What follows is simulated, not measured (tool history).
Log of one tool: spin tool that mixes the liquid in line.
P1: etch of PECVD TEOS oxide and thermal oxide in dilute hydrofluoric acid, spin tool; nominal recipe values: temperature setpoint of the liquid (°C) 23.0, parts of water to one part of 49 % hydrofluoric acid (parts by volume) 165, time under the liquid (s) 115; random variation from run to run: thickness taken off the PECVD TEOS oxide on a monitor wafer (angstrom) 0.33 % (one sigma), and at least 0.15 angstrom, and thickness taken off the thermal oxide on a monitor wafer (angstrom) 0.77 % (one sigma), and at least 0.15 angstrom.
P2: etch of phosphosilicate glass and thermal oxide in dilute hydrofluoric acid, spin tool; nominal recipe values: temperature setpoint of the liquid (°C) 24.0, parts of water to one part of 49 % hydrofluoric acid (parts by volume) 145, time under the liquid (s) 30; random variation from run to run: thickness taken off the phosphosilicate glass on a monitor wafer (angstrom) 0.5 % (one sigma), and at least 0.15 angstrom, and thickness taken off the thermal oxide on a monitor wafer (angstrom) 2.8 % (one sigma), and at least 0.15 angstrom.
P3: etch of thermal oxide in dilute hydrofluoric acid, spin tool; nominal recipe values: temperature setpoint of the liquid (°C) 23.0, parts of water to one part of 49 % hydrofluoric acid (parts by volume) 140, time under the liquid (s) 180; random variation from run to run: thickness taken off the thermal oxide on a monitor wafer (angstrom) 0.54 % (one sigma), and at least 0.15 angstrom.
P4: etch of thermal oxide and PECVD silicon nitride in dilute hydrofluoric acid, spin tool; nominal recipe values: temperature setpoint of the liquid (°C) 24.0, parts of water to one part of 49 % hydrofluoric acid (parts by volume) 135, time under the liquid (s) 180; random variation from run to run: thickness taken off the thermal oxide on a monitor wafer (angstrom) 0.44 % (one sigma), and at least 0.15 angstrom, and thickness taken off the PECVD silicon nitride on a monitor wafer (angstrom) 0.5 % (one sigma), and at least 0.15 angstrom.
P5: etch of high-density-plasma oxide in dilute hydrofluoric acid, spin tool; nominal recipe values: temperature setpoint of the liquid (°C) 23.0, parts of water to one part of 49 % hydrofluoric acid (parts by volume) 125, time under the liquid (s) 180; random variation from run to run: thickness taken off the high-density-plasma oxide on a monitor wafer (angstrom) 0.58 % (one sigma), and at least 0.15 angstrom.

| run | hour | process that ran | temperature setpoint of the liquid (°C) | parts of water to one part of 49 % hydrofluoric acid (parts by volume) | time under the liquid (s) | hours since the thermometer was replaced | hours since the hydrofluoric acid flow meter was replaced | thickness taken off the PECVD TEOS oxide on a monitor wafer (angstrom) | thickness taken off the thermal oxide on a monitor wafer (angstrom) | thickness taken off the PECVD silicon nitride on a monitor wafer (angstrom) | thickness taken off the phosphosilicate glass on a monitor wafer (angstrom) | thickness taken off the high-density-plasma oxide on a monitor wafer (angstrom) |
|---|---|---|---|---|---|---|---|---|---|---|---|---|
| 1 | 14.3 | P1 | 23.0 | 165 | 115 | 1516.3 | 449.6 | 120.990 | 28.6700 |  |  |  |
| 2 | 32.5 | P4 | 24.0 | 135 | 180 | 1534.5 | 467.8 |  | 57.2280 | 71.622 |  |  |
| 3 | 43.4 | P2 | 24.0 | 145 | 30 | 1545.4 | 478.7 |  | 9.1934 |  | 400.37 |  |
| 4 | 53.2 | P5 | 23.0 | 125 | 15 | 1555.2 | 488.5 |  |  |  |  | 5.7793 |
| 5 | 68.9 | P4 | 24.0 | 135 | 295 | 1570.9 | 504.2 |  | 94.3760 | 118.040 |  |  |
| 6 | 82.5 | P1 | 30.5 | 165 | 115 | 1584.5 | 517.8 | 161.020 | 38.1510 |  |  |  |
| 7 | 100.7 | P1 | 23.0 | 165 | 115 | 1602.7 | 536.0 | 122.360 | 28.4570 |  |  |  |
|  | 114.2 | thermometer replaced |
| 8 | 119.5 | P5 | 27.0 | 125 | 180 | 5.3 | 554.8 |  |  |  |  | 82.0670 |
| 9 | 136.7 | P4 | 24.0 | 135 | 180 | 22.5 | 572.0 |  | 57.5070 | 71.945 |  |  |
| 10 | 152.7 | P1 | 28.5 | 165 | 175 | 38.5 | 588.0 | 227.760 | 53.7440 |  |  |  |
| 11 | 161.4 | P1 | 23.0 | 165 | 115 | 47.2 | 596.7 | 122.370 | 28.7020 |  |  |  |
| 12 | 179.5 | P1 | 23.0 | 165 | 220 | 65.3 | 614.8 | 234.040 | 55.3630 |  |  |  |
| 13 | 188.6 | P1 | 23.0 | 165 | 115 | 74.4 | 623.9 | 121.810 | 29.1600 |  |  |  |
| 14 | 198.7 | P4 | 24.0 | 75 | 180 | 84.5 | 634.0 |  | 111.1300 | 128.350 |  |  |
| 15 | 216.1 | P3 | 23.0 | 140 | 355 | 101.9 | 651.4 |  | 109.1900 |  |  |  |
| 16 | 226.7 | P1 | 17.0 | 165 | 45 | 112.5 | 662.0 | 37.386 | 9.1408 |  |  |  |
| 17 | 240.0 | P2 | 24.0 | 145 | 30 | 125.8 | 675.3 |  | 9.0701 |  | 396.09 |  |
| 18 | 250.2 | P1 | 23.0 | 165 | 115 | 136.0 | 685.5 | 122.220 | 28.8340 |  |  |  |
| 19 | 266.8 | P2 | 24.0 | 145 | 15 | 152.6 | 702.1 |  | 4.3753 |  | 198.52 |  |
| 20 | 275.2 | P1 | 23.0 | 265 | 165 | 161.0 | 710.5 | 98.276 | 23.5500 |  |  |  |
| 21 | 294.7 | P1 | 23.0 | 80 | 115 | 180.5 | 730.0 | 278.310 | 65.2890 |  |  |  |
| 22 | 310.9 | P1 | 23.0 | 230 | 115 | 196.7 | 746.2 | 81.881 | 19.2420 |  |  |  |
| 23 | 321.7 | P2 | 29.0 | 145 | 30 | 207.5 | 757.0 |  | 11.3060 |  | 483.99 |  |
| 24 | 341.0 | P5 | 23.0 | 125 | 180 | 226.8 | 776.3 |  |  |  |  | 70.2030 |
| 25 | 357.0 | P3 | 23.0 | 140 | 180 | 242.8 | 792.3 |  | 55.0530 |  |  |  |
| 26 | 367.8 | P5 | 23.0 | 55 | 180 | 253.6 | 803.1 |  |  |  |  | 174.1300 |
| 27 | 386.1 | P4 | 17.0 | 135 | 180 | 271.9 | 821.4 |  | 43.4080 | 44.901 |  |  |
| 28 | 401.4 | P1 | 23.0 | 165 | 30 | 287.2 | 836.7 | 31.831 | 7.5431 |  |  |  |
| 29 | 411.6 | P1 | 23.0 | 165 | 115 | 297.4 | 846.9 | 122.050 | 28.9000 |  |  |  |
| 30 | 426.4 | P2 | 24.0 | 235 | 30 | 312.2 | 861.7 |  | 5.6356 |  | 223.08 |  |
| 31 | 437.8 | P3 | 31.0 | 140 | 180 | 323.6 | 873.1 |  | 74.2690 |  |  |  |
| 32 | 451.5 | P1 | 17.0 | 165 | 115 | 337.3 | 886.8 | 96.583 | 22.5630 |  |  |  |
| 33 | 464.7 | P3 | 23.0 | 90 | 180 | 350.5 | 900.0 |  | 91.4630 |  |  |  |
| 34 | 483.0 | P1 | 23.0 | 165 | 115 | 368.8 | 918.3 | 121.940 | 28.4540 |  |  |  |
| 35 | 499.8 | P1 | 23.0 | 165 | 115 | 385.6 | 935.1 | 118.040 | 27.8190 |  |  |  |
| 36 | 513.8 | P1 | 23.0 | 165 | 115 | 399.6 | 949.1 | 115.030 | 27.5500 |  |  |  |
| 37 | 524.5 | P1 | 23.0 | 165 | 115 | 410.3 | 959.8 | 115.100 | 26.5120 |  |  |  |
| 38 | 536.3 | P1 | 23.0 | 165 | 115 | 422.1 | 971.6 | 112.920 | 26.6220 |  |  |  |
| 39 | 554.3 | P1 | 23.0 | 165 | 115 | 440.1 | 989.6 | 113.080 | 26.7010 |  |  |  |
| 40 | 564.3 | P1 | 23.0 | 165 | 115 | 450.1 | 999.6 | 112.300 | 27.2810 |  |  |  |
| 41 | 580.4 | P1 | 23.0 | 165 | 115 | 466.2 | 1015.7 | 111.480 | 26.4010 |  |  |  |
| 42 | 589.5 | P1 | 23.0 | 165 | 115 | 475.3 | 1024.8 | 111.840 | 26.6720 |  |  |  |
| 43 | 608.0 | P1 | 23.0 | 165 | 115 | 493.8 | 1043.3 | 111.310 | 26.4310 |  |  |  |
| 44 | 618.6 | P1 | 23.0 | 165 | 115 | 504.4 | 1053.9 | 111.170 | 26.3920 |  |  |  |

P1 no longer gives what it gave before; its output has crept away from where it was. The following 2 causes, each at its listed size, fit the log equally well:
A: hydrofluoric acid flow below the setpoint (%) = 7.37
B: liquid colder than its thermometer reads (K) = 2.35
The gradual shift began around hour 483.0.

4 check runs are offered, one wafer each, their results left as question marks. Which one tells the causes apart?
| check 1 | 629.2 | P4 | 24.0 | 135 | 180 |  |  |  | ? | ? |  |  |
| check 2 | 629.2 | P5 | 23.0 | 125 | 180 |  |  |  |  |  |  | ? |
| check 3 | 629.2 | P2 | 24.0 | 145 | 30 |  |  |  | ? |  | ? |  |
| check 4 | 629.2 | P3 | 23.0 | 140 | 180 |  |  |  | ? |  |  |  |

Expected result of each check under each candidate cause:
| check | result | if A | if B |
|---|---|---|---|
| check 1 | thickness taken off the thermal oxide on a monitor wafer (angstrom) | 52.5100 | 52.3600 |
| check 1 | thickness taken off the PECVD silicon nitride on a monitor wafer (angstrom) | 66.543 | 61.526 |
| check 2 | thickness taken off the high-density-plasma oxide on a monitor wafer (angstrom) | 64.2510 | 63.9080 |
| check 3 | thickness taken off the thermal oxide on a monitor wafer (angstrom) | 8.4708 | 8.4584 |
| check 3 | thickness taken off the phosphosilicate glass on a monitor wafer (angstrom) | 363.57 | 363.04 |
| check 4 | thickness taken off the thermal oxide on a monitor wafer (angstrom) | 50.4790 | 50.3100 |
Separation of the two closest causes in each check, using whichever result separates them best: check 1 7.84 %; check 2 0.53 %; check 3 0.15 %; check 4 0.34 %
Check 1 tells the causes apart: in the others they would give nearly the same result.

Running check 1 produced the following: thickness taken off the thermal oxide on a monitor wafer (angstrom) 51.9840; thickness taken off the PECVD silicon nitride on a monitor wafer (angstrom) 66.628. Which one of the listed causes fits?

It was cause A: hydrofluoric acid flow below the setpoint (%).

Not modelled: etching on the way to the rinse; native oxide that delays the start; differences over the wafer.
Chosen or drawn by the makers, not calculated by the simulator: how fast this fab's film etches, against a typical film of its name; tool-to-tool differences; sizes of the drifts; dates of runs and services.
